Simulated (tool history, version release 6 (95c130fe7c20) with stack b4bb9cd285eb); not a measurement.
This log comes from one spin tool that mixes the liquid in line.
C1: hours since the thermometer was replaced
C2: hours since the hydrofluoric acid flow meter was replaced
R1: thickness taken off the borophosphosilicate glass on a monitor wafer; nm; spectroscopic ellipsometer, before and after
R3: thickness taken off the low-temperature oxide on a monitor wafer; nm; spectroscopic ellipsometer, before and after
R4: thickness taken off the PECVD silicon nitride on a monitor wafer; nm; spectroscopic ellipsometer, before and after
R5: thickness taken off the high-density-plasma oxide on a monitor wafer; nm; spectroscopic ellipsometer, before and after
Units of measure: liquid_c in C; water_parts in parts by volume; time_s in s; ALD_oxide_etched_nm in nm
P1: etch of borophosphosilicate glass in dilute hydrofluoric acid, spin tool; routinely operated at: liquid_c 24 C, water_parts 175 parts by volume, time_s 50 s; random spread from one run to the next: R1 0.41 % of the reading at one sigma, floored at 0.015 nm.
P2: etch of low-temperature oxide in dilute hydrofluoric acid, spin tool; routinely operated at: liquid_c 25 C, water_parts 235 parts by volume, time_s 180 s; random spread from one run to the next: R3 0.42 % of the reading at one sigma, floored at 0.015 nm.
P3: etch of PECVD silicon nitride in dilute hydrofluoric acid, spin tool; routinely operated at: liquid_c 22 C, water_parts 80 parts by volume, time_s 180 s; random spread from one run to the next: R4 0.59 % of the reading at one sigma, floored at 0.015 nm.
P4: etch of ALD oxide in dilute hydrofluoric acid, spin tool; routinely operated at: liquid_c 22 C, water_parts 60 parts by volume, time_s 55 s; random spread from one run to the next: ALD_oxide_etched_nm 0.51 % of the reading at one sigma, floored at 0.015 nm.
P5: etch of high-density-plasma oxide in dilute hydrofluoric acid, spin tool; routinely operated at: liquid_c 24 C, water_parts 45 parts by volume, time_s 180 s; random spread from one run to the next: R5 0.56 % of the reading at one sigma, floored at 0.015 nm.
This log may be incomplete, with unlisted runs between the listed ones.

{"run": 1, "hour": 13.2, "process": "P1", "liquid_c": 24, "water_parts": 175, "time_s": 50, "C1": 1100.9, "C2": 927.5, "R1": 17.248}
{"run": 2, "hour": 23.9, "process": "P4", "liquid_c": 22, "water_parts": 60, "time_s": 100, "C1": 1111.6, "C2": 938.2, "ALD_oxide_etched_nm": 33.964}
{"run": 3, "hour": 35.0, "process": "P2", "liquid_c": 25, "water_parts": 235, "time_s": 180, "C1": 1122.7, "C2": 949.3, "R3": 8.1616}
{"run": 4, "hour": 48.2, "process": "P1", "liquid_c": 24, "water_parts": 175, "time_s": 15, "C1": 1135.9, "C2": 962.5, "R1": 5.1976}
{"run": 5, "hour": 63.1, "process": "P3", "liquid_c": 22, "water_parts": 80, "time_s": 285, "C1": 1150.8, "C2": 977.4, "R4": 7.7306}
{"run": 6, "hour": 71.7, "process": "P1", "liquid_c": 24, "water_parts": 175, "time_s": 50, "C1": 1159.4, "C2": 986, "R1": 17.215}
{"run": 7, "hour": 86.6, "process": "P1", "liquid_c": 24, "water_parts": 255, "time_s": 50, "C1": 1174.3, "C2": 1000.9, "R1": 10.977}
{"run": 8, "hour": 100.7, "process": "P3", "liquid_c": 22, "water_parts": 20, "time_s": 180, "C1": 1188.4, "C2": 1015, "R4": 18.78}
{"run": 9, "hour": 112.2, "process": "P2", "liquid_c": 25, "water_parts": 35, "time_s": 180, "C1": 1199.9, "C2": 1026.5, "R3": 69.735}
{"run": 10, "hour": 125.1, "process": "P3", "liquid_c": 22, "water_parts": 80, "time_s": 180, "C1": 1212.8, "C2": 1039.4, "R4": 4.9529}
{"run": 11, "hour": 136.9, "process": "P4", "liquid_c": 22, "water_parts": 60, "time_s": 55, "C1": 1224.6, "C2": 1051.2, "ALD_oxide_etched_nm": 18.581}
{"run": 12, "hour": 152.6, "process": "P3", "liquid_c": 22, "water_parts": 80, "time_s": 180, "C1": 1240.3, "C2": 1066.9, "R4": 4.8823}
{"run": 13, "hour": 165.2, "process": "P1", "liquid_c": 24, "water_parts": 175, "time_s": 50, "C1": 1252.9, "C2": 1079.5, "R1": 17.376}
{"run": 14, "hour": 172.5, "process": "P2", "liquid_c": 17, "water_parts": 235, "time_s": 180, "C1": 1260.2, "C2": 1086.8, "R3": 6.094}
{"run": 15, "hour": 188.1, "process": "P2", "liquid_c": 25, "water_parts": 235, "time_s": 265, "C1": 1275.8, "C2": 1102.4, "R3": 12.094}
{"run": 16, "hour": 199.6, "process": "P5", "liquid_c": 24, "water_parts": 45, "time_s": 275, "C1": 1287.3, "C2": 1113.9, "R5": 34.047}
{"run": 17, "hour": 215.1, "process": "P1", "liquid_c": 18, "water_parts": 175, "time_s": 75, "C1": 1302.8, "C2": 1129.4, "R1": 20.579}
{"run": 18, "hour": 228.3, "process": "P1", "liquid_c": 24, "water_parts": 175, "time_s": 50, "C1": 1316, "C2": 1142.6, "R1": 17.3}
{"run": 19, "hour": 244.0, "process": "P3", "liquid_c": 28.5, "water_parts": 80, "time_s": 180, "C1": 1331.7, "C2": 1158.3, "R4": 7.526}
{"run": 20, "hour": 256.0, "process": "P1", "liquid_c": 31, "water_parts": 175, "time_s": 50, "C1": 1343.7, "C2": 1170.3, "R1": 22.343}
{"run": 21, "hour": 267.8, "process": "P4", "liquid_c": 22, "water_parts": 60, "time_s": 55, "C1": 1355.5, "C2": 1182.1, "ALD_oxide_etched_nm": 18.609}
{"run": 22, "hour": 279.9, "process": "P5", "liquid_c": 24, "water_parts": 45, "time_s": 180, "C1": 1367.6, "C2": 1194.2, "R5": 22.35}
{"run": 23, "hour": 292.9, "process": "P1", "liquid_c": 24, "water_parts": 175, "time_s": 95, "C1": 1380.6, "C2": 1207.2, "R1": 33.101}
{"run": 24, "hour": 306.2, "process": "P4", "liquid_c": 22, "water_parts": 105, "time_s": 55, "C1": 1393.9, "C2": 1220.5, "ALD_oxide_etched_nm": 10.042}
{"run": 25, "hour": 321.1, "process": "P5", "liquid_c": 24, "water_parts": 70, "time_s": 180, "C1": 1408.8, "C2": 1235.4, "R5": 13.864}
{"run": 26, "hour": 336.6, "process": "P1", "liquid_c": 24, "water_parts": 175, "time_s": 50, "C1": 1424.3, "C2": 1250.9, "R1": 17.376}
{"run": 27, "hour": 349.1, "process": "P1", "liquid_c": 24, "water_parts": 75, "time_s": 50, "C1": 1436.8, "C2": 1263.4, "R1": 45.772}
{"run": 28, "hour": 363.2, "process": "P1", "liquid_c": 24, "water_parts": 175, "time_s": 50, "C1": 1450.9, "C2": 1277.5, "R1": 17.464}
{"run": 29, "hour": 374.4, "process": "P1", "liquid_c": 17, "water_parts": 175, "time_s": 50, "C1": 1462.1, "C2": 1288.7, "R1": 13.144}
{"run": 30, "hour": 384.1, "process": "P5", "liquid_c": 32, "water_parts": 45, "time_s": 180, "C1": 1471.8, "C2": 1298.4, "R5": 30.738}
{"run": 31, "hour": 391.0, "process": "P4", "liquid_c": 26.5, "water_parts": 60, "time_s": 55, "C1": 1478.7, "C2": 1305.3, "ALD_oxide_etched_nm": 22.201}
{"run": 32, "hour": 402.4, "process": "P5", "liquid_c": 24, "water_parts": 45, "time_s": 180, "C1": 1490.1, "C2": 1316.7, "R5": 22.112}
{"run": 33, "hour": 413.5, "process": "P1", "liquid_c": 31, "water_parts": 175, "time_s": 30, "C1": 1501.2, "C2": 1327.8, "R1": 13.308}
{"run": 34, "hour": 422.0, "process": "P1", "liquid_c": 24, "water_parts": 175, "time_s": 50, "C1": 1509.7, "C2": 1336.3, "R1": 17.287}
{"run": 35, "hour": 430.0, "process": "P1", "liquid_c": 24, "water_parts": 175, "time_s": 50, "C1": 1517.7, "C2": 1344.3, "R1": 16.988}
{"run": 36, "hour": 440.7, "process": "P1", "liquid_c": 24, "water_parts": 175, "time_s": 50, "C1": 1528.4, "C2": 1355, "R1": 16.587}
{"run": 37, "hour": 451.4, "process": "P1", "liquid_c": 24, "water_parts": 175, "time_s": 50, "C1": 1539.1, "C2": 1365.7, "R1": 16.35}
{"run": 38, "hour": 466.8, "process": "P1", "liquid_c": 24, "water_parts": 175, "time_s": 50, "C1": 1554.5, "C2": 1381.1, "R1": 16.223}
{"run": 39, "hour": 475.8, "process": "P1", "liquid_c": 24, "water_parts": 175, "time_s": 50, "C1": 1563.5, "C2": 1390.1, "R1": 16.157}
{"run": 40, "hour": 487.1, "process": "P1", "liquid_c": 24, "water_parts": 175, "time_s": 50, "C1": 1574.8, "C2": 1401.4, "R1": 16}
{"run": 41, "hour": 499.5, "process": "P1", "liquid_c": 24, "water_parts": 175, "time_s": 50, "C1": 1587.2, "C2": 1413.8, "R1": 16.203}
{"run": 42, "hour": 514.7, "process": "P1", "liquid_c": 24, "water_parts": 175, "time_s": 50, "C1": 1602.4, "C2": 1429, "R1": 16.143}
{"run": 43, "hour": 521.7, "process": "P1", "liquid_c": 24, "water_parts": 175, "time_s": 50, "C1": 1609.4, "C2": 1436, "R1": 15.998}

What P1 gives has crept off from where it sat before. The 2 causes that follow fit the log equally well, each at the size noted:
A: liquid colder than its thermometer reads (K) = 2.04
B: hydrofluoric acid flow below the setpoint (%) = 6.24
The creep began at about hour 422.

Of the 4 check runs listed below, each run on one wafer and each result written as a question mark, which would let you distinguish the listed causes because they would give clearly different results?
{"run": "check 1", "hour": 528.7, "process": "P2", "liquid_c": 20, "water_parts": 235, "time_s": 180, "R3": "?"}
{"run": "check 2", "hour": 528.7, "process": "P5", "liquid_c": 29.5, "water_parts": 45, "time_s": 180, "R5": "?"}
{"run": "check 3", "hour": 528.7, "process": "P4", "liquid_c": 22, "water_parts": 85, "time_s": 95, "ALD_oxide_etched_nm": "?"}
{"run": "check 4", "hour": 528.7, "process": "P3", "liquid_c": 22, "water_parts": 80, "time_s": 275, "R4": "?"}

Check results expected under each cause:
check=check_1 result=R3 if_A=6.3 if_B=6.2935
check=check_2 result=R5 if_A=25.688 if_B=26.011
check=check_3 result=ALD_oxide_etched_nm if_A=20.232 if_B=20.49
check=check_4 result=R4 if_A=6.5166 if_B=7.0296
How far apart the two closest causes lie, in the result that separates them most: check 1 0.1 %; check 2 1.25 %; check 3 1.27 %; check 4 7.58 %
Check 4 is the one run that separates the causes; every other check would come out nearly the same whichever cause is at work.

Check 4 was carried out, with these results: R4 6.9999 nm. Which of the listed causes is responsible?

Of the candidate causes, it is B: hydrofluoric acid flow below the setpoint (%).
